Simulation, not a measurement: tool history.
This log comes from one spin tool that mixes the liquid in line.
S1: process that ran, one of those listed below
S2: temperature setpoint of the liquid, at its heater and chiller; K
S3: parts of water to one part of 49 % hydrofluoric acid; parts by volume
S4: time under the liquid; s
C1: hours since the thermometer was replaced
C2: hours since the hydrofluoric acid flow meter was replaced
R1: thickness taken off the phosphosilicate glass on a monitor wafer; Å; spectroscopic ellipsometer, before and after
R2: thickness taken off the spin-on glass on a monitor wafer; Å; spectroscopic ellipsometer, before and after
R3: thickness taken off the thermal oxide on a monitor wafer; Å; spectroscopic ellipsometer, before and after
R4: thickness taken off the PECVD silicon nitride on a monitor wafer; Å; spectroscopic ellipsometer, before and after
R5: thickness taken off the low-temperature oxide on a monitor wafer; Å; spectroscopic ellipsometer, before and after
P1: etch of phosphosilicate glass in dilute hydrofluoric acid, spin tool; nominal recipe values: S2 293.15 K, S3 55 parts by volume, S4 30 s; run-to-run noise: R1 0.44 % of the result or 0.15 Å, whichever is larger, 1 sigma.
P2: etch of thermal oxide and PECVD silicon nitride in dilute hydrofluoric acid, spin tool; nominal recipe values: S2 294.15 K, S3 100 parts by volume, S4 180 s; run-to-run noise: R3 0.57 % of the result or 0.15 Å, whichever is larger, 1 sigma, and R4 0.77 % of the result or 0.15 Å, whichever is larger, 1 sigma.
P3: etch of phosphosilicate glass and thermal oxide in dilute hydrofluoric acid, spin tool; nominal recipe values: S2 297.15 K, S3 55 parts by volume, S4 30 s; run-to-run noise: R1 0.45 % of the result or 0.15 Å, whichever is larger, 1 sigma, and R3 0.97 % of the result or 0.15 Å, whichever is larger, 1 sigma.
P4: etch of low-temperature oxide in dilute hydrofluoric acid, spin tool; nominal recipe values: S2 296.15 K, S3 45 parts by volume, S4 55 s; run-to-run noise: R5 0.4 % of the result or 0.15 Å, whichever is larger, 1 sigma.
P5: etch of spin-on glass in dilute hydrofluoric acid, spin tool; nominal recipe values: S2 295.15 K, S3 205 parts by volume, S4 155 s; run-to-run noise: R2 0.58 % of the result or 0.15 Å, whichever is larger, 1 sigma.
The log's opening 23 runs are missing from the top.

Run 24, hour 223.9: S1 P2, S2 294.15 K, S3 100 parts by volume, S4 180 s; C1 619.8; C2 114.6. Result: R3 73.823 Å, R4 29.065 Å.
Run 25, hour 233.5: S1 P5, S2 290.65 K, S3 205 parts by volume, S4 155 s; C1 629.4; C2 124.2. Result: R2 131.36 Å.
Run 26, hour 242.2: S1 P5, S2 295.15 K, S3 45 parts by volume, S4 155 s; C1 638.1; C2 132.9. Result: R2 864.76 Å.
Run 27, hour 250.2: S1 P1, S2 293.15 K, S3 55 parts by volume, S4 30 s; C1 646.1; C2 140.9. Result: R1 471.18 Å.
Run 28, hour 258.2: S1 P3, S2 291.15 K, S3 55 parts by volume, S4 30 s; C1 654.1; C2 148.9. Result: R1 559.43 Å, R3 21.47 Å.
Run 29, hour 272: S1 P1, S2 293.15 K, S3 80 parts by volume, S4 30 s; C1 667.9; C2 162.7. Result: R1 317.81 Å.
Run 30, hour 278.5: S1 P4, S2 296.15 K, S3 45 parts by volume, S4 55 s; C1 674.4; C2 169.2. Result: R5 447.36 Å.
Run 31, hour 290.5: S1 P1, S2 293.15 K, S3 55 parts by volume, S4 30 s; C1 686.4; C2 181.2. Result: R1 473.1 Å.
Run 32, hour 301.7: S1 P1, S2 293.15 K, S3 55 parts by volume, S4 30 s; C1 697.6; C2 192.4. Result: R1 492.1 Å.
Run 33, hour 310.7: S1 P1, S2 293.15 K, S3 55 parts by volume, S4 30 s; C1 706.6; C2 201.4. Result: R1 501.82 Å.
Run 34, hour 320.8: S1 P1, S2 293.15 K, S3 55 parts by volume, S4 30 s; C1 716.7; C2 211.5. Result: R1 506.46 Å.

Run 35 is up next; what results do you expect?
Run 35, hour 328.2: S1 P1, S2 293.15 K, S3 55 parts by volume, S4 30 s; C1 724.1; C2 218.9. Result: R1 ?.

{"run 35": {"R1": 509.28}}
